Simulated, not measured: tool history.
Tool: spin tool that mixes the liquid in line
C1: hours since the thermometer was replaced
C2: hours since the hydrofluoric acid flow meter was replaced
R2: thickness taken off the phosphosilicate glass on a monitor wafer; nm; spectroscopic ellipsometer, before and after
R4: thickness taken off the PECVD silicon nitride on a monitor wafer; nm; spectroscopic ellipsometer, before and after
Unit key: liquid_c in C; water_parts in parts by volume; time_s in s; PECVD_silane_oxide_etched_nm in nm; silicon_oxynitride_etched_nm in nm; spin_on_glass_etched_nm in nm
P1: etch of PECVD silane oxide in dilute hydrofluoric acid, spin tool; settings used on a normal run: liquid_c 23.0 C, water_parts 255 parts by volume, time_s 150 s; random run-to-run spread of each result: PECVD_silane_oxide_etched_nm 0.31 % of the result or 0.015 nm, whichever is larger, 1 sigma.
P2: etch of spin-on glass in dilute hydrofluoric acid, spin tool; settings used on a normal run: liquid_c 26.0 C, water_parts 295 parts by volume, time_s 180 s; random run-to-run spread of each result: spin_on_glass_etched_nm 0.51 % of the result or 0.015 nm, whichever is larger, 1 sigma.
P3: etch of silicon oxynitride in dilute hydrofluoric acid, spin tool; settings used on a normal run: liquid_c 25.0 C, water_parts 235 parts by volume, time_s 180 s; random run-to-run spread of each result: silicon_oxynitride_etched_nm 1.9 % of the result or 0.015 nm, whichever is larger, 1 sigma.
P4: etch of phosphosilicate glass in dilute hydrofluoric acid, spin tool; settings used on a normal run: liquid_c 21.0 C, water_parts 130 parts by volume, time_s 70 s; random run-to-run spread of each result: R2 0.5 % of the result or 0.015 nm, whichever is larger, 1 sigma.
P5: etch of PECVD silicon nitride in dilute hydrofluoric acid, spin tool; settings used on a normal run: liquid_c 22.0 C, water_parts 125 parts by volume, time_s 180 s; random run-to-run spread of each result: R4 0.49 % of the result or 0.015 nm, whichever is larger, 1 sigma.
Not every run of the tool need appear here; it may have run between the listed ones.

run 1 hour=16.0 | process=P1 liquid_c=23.0 water_parts=255 time_s=150 | C1=844.4 C2=250.9 | PECVD_silane_oxide_etched_nm=8.6094
run 2 hour=27.0 | process=P4 liquid_c=21.0 water_parts=235 time_s=70 | C1=855.4 C2=261.9 | R2=27.171
run 3 hour=38.4 | process=P4 liquid_c=21.0 water_parts=130 time_s=70 | C1=866.8 C2=273.3 | R2=55.138
run 4 hour=48.3 | process=P1 liquid_c=23.0 water_parts=120 time_s=265 | C1=876.7 C2=283.2 | PECVD_silane_oxide_etched_nm=37.3650
run 5 hour=65.0 | process=P3 liquid_c=25.0 water_parts=235 time_s=180 | C1=893.4 C2=299.9 | silicon_oxynitride_etched_nm=1.2296
run 6 hour=76.5 | process=P1 liquid_c=23.0 water_parts=255 time_s=150 | C1=904.9 C2=311.4 | PECVD_silane_oxide_etched_nm=8.5802
run 7 hour=94.4 | process=P5 liquid_c=29.5 water_parts=125 time_s=180 | C1=922.8 C2=329.3 | R4=9.33410
run 8 hour=110.7 | process=P1 liquid_c=23.0 water_parts=255 time_s=150 | C1=939.1 C2=345.6 | PECVD_silane_oxide_etched_nm=8.5858
run 9 hour=122.5 | process=P3 liquid_c=25.0 water_parts=235 time_s=180 | C1=950.9 C2=357.4 | silicon_oxynitride_etched_nm=1.2184
run 10 hour=132.7 | process=P4 liquid_c=21.0 water_parts=130 time_s=130 | C1=961.1 C2=367.6 | R2=103.020
run 11 hour=142.2 | process=P1 liquid_c=23.0 water_parts=405 time_s=80 | C1=970.6 C2=377.1 | PECVD_silane_oxide_etched_nm=2.5384
run 12 hour=151.6 | process=P5 liquid_c=22.0 water_parts=125 time_s=180 | C1=980.0 C2=386.5 | R4=5.76770
run 13 hour=170.0 | process=P1 liquid_c=23.0 water_parts=255 time_s=260 | C1=998.4 C2=404.9 | PECVD_silane_oxide_etched_nm=14.9260
run 14 hour=181.0 | process=P1 liquid_c=29.5 water_parts=255 time_s=150 | C1=1009.4 C2=415.9 | PECVD_silane_oxide_etched_nm=10.8120
run 15 hour=192.0 | process=P1 liquid_c=23.0 water_parts=255 time_s=75 | C1=1020.4 C2=426.9 | PECVD_silane_oxide_etched_nm=4.3013
run 16 hour=201.0 | process=P2 liquid_c=26.0 water_parts=295 time_s=15 | C1=1029.4 C2=435.9 | spin_on_glass_etched_nm=1.8643
run 17 hour=216.9 | process=P1 liquid_c=23.0 water_parts=255 time_s=150 | C1=1045.3 C2=451.8 | PECVD_silane_oxide_etched_nm=8.5831
run 18 hour=227.2 | process=P3 liquid_c=25.0 water_parts=75 time_s=180 | C1=1055.6 C2=462.1 | silicon_oxynitride_etched_nm=4.4873
run 19 hour=238.7 | process=P5 liquid_c=22.0 water_parts=40 time_s=180 | C1=1067.1 C2=473.6 | R4=17.70900
run 20 hour=254.3 | process=P2 liquid_c=26.0 water_parts=425 time_s=180 | C1=1082.7 C2=489.2 | spin_on_glass_etched_nm=13.5980
run 21 hour=271.5 | process=P1 liquid_c=23.0 water_parts=105 time_s=150 | C1=1099.9 C2=506.4 | PECVD_silane_oxide_etched_nm=24.6340
run 22 hour=283.0 | process=P2 liquid_c=26.0 water_parts=295 time_s=180 | C1=1111.4 C2=517.9 | spin_on_glass_etched_nm=21.9940
run 23 hour=300.1 | process=P1 liquid_c=23.0 water_parts=360 time_s=150 | C1=1128.5 C2=535.0 | PECVD_silane_oxide_etched_nm=5.4924
run 24 hour=317.4 | process=P3 liquid_c=25.0 water_parts=235 time_s=290 | C1=1145.8 C2=552.3 | silicon_oxynitride_etched_nm=1.9750
run 25 hour=329.5 | process=P1 liquid_c=23.0 water_parts=255 time_s=150 | C1=1157.9 C2=564.4 | PECVD_silane_oxide_etched_nm=8.5997
run 26 hour=346.6 | process=P5 liquid_c=22.0 water_parts=125 time_s=180 | C1=1175.0 C2=581.5 | R4=5.75730
run 27 hour=363.6 | process=P2 liquid_c=19.0 water_parts=295 time_s=180 | C1=1192.0 C2=598.5 | spin_on_glass_etched_nm=17.4000
run 28 hour=378.6 | process=P4 liquid_c=26.5 water_parts=130 time_s=70 | C1=1207.0 C2=613.5 | R2=68.262
run 29 hour=395.8 | process=P1 liquid_c=23.0 water_parts=440 time_s=240 | C1=1224.2 C2=630.7 | PECVD_silane_oxide_etched_nm=6.7192
run 30 hour=409.3 | process=P1 liquid_c=17.0 water_parts=255 time_s=150 | C1=1237.7 C2=644.2 | PECVD_silane_oxide_etched_nm=6.8851
run 31 hour=427.5 | process=P5 liquid_c=22.0 water_parts=125 time_s=15 | C1=1255.9 C2=662.4 | R4=0.47157
run 32 hour=438.5 | process=P3 liquid_c=33.5 water_parts=235 time_s=180 | C1=1266.9 C2=673.4 | silicon_oxynitride_etched_nm=1.7993
run 33 hour=454.2 | process=P1 liquid_c=23.0 water_parts=255 time_s=150 | C1=1282.6 C2=689.1 | PECVD_silane_oxide_etched_nm=8.6699
run 34 hour=462.6 | process=P1 liquid_c=23.0 water_parts=255 time_s=150 | C1=1291.0 C2=697.5 | PECVD_silane_oxide_etched_nm=8.5828
run 35 hour=472.9 | process=P1 liquid_c=23.0 water_parts=255 time_s=150 | C1=1301.3 C2=707.8 | PECVD_silane_oxide_etched_nm=8.2516
run 36 hour=483.0 | process=P1 liquid_c=23.0 water_parts=255 time_s=150 | C1=1311.4 C2=717.9 | PECVD_silane_oxide_etched_nm=8.0839
run 37 hour=493.5 | process=P1 liquid_c=23.0 water_parts=255 time_s=150 | C1=1321.9 C2=728.4 | PECVD_silane_oxide_etched_nm=7.9688
run 38 hour=506.4 | process=P1 liquid_c=23.0 water_parts=255 time_s=150 | C1=1334.8 C2=741.3 | PECVD_silane_oxide_etched_nm=7.8996
run 39 hour=516.0 | process=P1 liquid_c=23.0 water_parts=255 time_s=150 | C1=1344.4 C2=750.9 | PECVD_silane_oxide_etched_nm=7.8989
run 40 hour=528.4 | process=P1 liquid_c=23.0 water_parts=255 time_s=150 | C1=1356.8 C2=763.3 | PECVD_silane_oxide_etched_nm=7.9052

What P1 gives has crept away from where it was. These 2 causes fit the log equally well, each at the size given:
A: hydrofluoric acid flow below the setpoint (%) = 6.43
B: liquid colder than its thermometer reads (K) = 2.29
The drift started at roughly hour 462.6.

Question marks stand in for the results of the 4 check runs listed below, each run on one wafer. Under which run would the listed causes show clearly different results?
run check 1 hour=540.8 | process=P4 liquid_c=25.5 water_parts=130 time_s=120 | R2=?
run check 2 hour=540.8 | process=P2 liquid_c=20.0 water_parts=295 time_s=30 | spin_on_glass_etched_nm=?
run check 3 hour=540.8 | process=P3 liquid_c=28.5 water_parts=235 time_s=270 | silicon_oxynitride_etched_nm=?
run check 4 hour=540.8 | process=P5 liquid_c=29.0 water_parts=125 time_s=115 | R4=?

How each check would come out, cause by cause:
check=check_1 result=R2 if_A=104.060 if_B=102.890
check=check_2 result=spin_on_glass_etched_nm if_A=2.7371 if_B=2.7356
check=check_3 result=silicon_oxynitride_etched_nm if_A=1.9944 if_B=1.9609
check=check_4 result=R4 if_A=5.39690 if_B=4.99430
Smallest distance between any two causes, each pair judged by its most separating result, in per cent: check 1 1.12 %; check 2 0.05 %; check 3 1.69 %; check 4 7.75 %
The causes can be told apart only by check 4. The other checks would give nearly the same results under each of them.

Running check 4 produced the following: R4 5.41900 nm. Which one of the listed causes fits?

The correct cause is A, namely: hydrofluoric acid flow below the setpoint (%).

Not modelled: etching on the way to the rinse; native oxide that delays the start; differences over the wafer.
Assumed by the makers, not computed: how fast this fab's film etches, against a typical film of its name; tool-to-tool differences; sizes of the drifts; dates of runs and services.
